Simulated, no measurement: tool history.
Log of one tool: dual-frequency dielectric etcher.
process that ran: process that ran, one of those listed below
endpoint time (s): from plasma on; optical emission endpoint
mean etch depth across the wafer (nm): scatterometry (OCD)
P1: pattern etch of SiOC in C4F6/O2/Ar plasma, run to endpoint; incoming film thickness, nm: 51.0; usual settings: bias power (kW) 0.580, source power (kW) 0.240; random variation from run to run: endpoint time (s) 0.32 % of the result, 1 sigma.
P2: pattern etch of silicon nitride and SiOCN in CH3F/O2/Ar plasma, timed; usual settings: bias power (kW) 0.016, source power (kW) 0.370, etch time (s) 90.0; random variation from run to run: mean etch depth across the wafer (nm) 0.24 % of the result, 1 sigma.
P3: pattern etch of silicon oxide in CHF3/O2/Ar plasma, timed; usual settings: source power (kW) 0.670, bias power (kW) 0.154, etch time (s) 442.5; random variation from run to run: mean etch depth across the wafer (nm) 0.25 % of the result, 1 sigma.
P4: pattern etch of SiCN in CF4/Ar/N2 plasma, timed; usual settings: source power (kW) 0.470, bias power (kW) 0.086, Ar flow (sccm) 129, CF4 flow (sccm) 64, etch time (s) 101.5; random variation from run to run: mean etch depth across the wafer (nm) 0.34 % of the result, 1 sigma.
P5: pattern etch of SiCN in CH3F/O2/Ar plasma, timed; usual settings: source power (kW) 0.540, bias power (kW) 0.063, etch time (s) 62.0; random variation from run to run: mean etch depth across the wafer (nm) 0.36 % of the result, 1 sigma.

run,hour,process that ran,bias power (kW),source power (kW),Ar flow (sccm),CF4 flow (sccm),etch time (s),hours since the last wet clean,hours since the last bias power generator calibration,hours since the last source power generator calibration,endpoint time (s),mean etch depth across the wafer (nm)
1,3.5,P1,0.580,0.240,,,,78.3,839.8,2203.7,19.288,
2,5.6,P4,0.086,0.470,129,64,62.5,80.4,841.9,2205.8,,55.3590
3,9.9,P3,0.154,0.670,,,442.5,84.7,846.2,2210.1,,882.7700
4,12.6,P1,0.580,0.150,,,,87.4,848.9,2212.8,22.831,
5,16.8,P5,0.063,0.540,,,62.0,91.6,853.1,2217.0,,25.0540
6,21.2,P3,0.154,0.670,,,662.0,96.0,857.5,2221.4,,1323.8000
7,25.6,P5,0.063,0.390,,,62.0,100.4,861.9,2225.8,,22.1420
8,27.8,P1,0.805,0.240,,,,102.6,864.1,2228.0,16.895,
9,32.3,P5,0.078,0.540,,,62.0,107.1,868.6,2232.5,,27.0840
10,36.4,P5,0.063,0.540,,,62.0,111.2,872.7,2236.6,,25.1090
11,39.7,P1,0.580,0.240,,,,114.5,876.0,2239.9,19.320,
12,42.7,P5,0.063,0.540,,,93.0,117.5,879.0,2242.9,,37.6860
13,45.3,P4,0.086,0.610,129,64,101.5,120.1,881.6,2245.5,,113.0700
14,48.0,P1,0.418,0.310,,,,122.8,884.3,2248.2,19.856,
15,51.8,P1,0.580,0.300,,,,126.6,888.1,2252.0,17.784,
16,55.8,P1,0.381,0.240,,,,130.6,892.1,2256.0,22.729,
17,60.0,P3,0.154,0.670,,,442.5,134.8,896.3,2260.2,,884.6900
18,63.1,P1,0.580,0.240,,,,137.9,899.4,2263.3,19.334,
19,67.5,P2,0.016,0.370,,,90.0,142.3,903.8,2267.7,,9.8327
20,69.9,P4,0.086,0.470,163,64,101.5,144.7,906.2,2270.1,,86.6130
21,73.5,P3,0.154,0.440,,,442.5,148.3,909.8,2273.7,,750.1600
22,77.4,P1,0.450,0.180,,,,152.2,913.7,2277.6,23.452,
# hour 79.7: wet clean of the chamber
23,80.8,P1,0.580,0.240,,,,1.2,917.1,2281.0,19.252,
24,83.6,P3,0.195,0.670,,,442.5,4.0,919.9,2283.8,,950.9500
25,87.5,P4,0.058,0.470,129,64,101.5,7.9,923.8,2287.7,,77.9570
26,89.7,P2,0.016,0.370,,,54.0,10.1,926.0,2289.9,,5.9060
27,92.9,P2,0.016,0.440,,,90.0,13.3,929.2,2293.1,,10.4790
28,96.0,P4,0.086,0.470,129,64,101.5,16.4,932.3,2296.2,,90.1630

Forecast run 29:
29,98.5,P4,0.086,0.470,129,46,101.5,18.9,934.8,2298.7,,?

Run 29 gave mean etch depth across the wafer (nm) 85.5950.

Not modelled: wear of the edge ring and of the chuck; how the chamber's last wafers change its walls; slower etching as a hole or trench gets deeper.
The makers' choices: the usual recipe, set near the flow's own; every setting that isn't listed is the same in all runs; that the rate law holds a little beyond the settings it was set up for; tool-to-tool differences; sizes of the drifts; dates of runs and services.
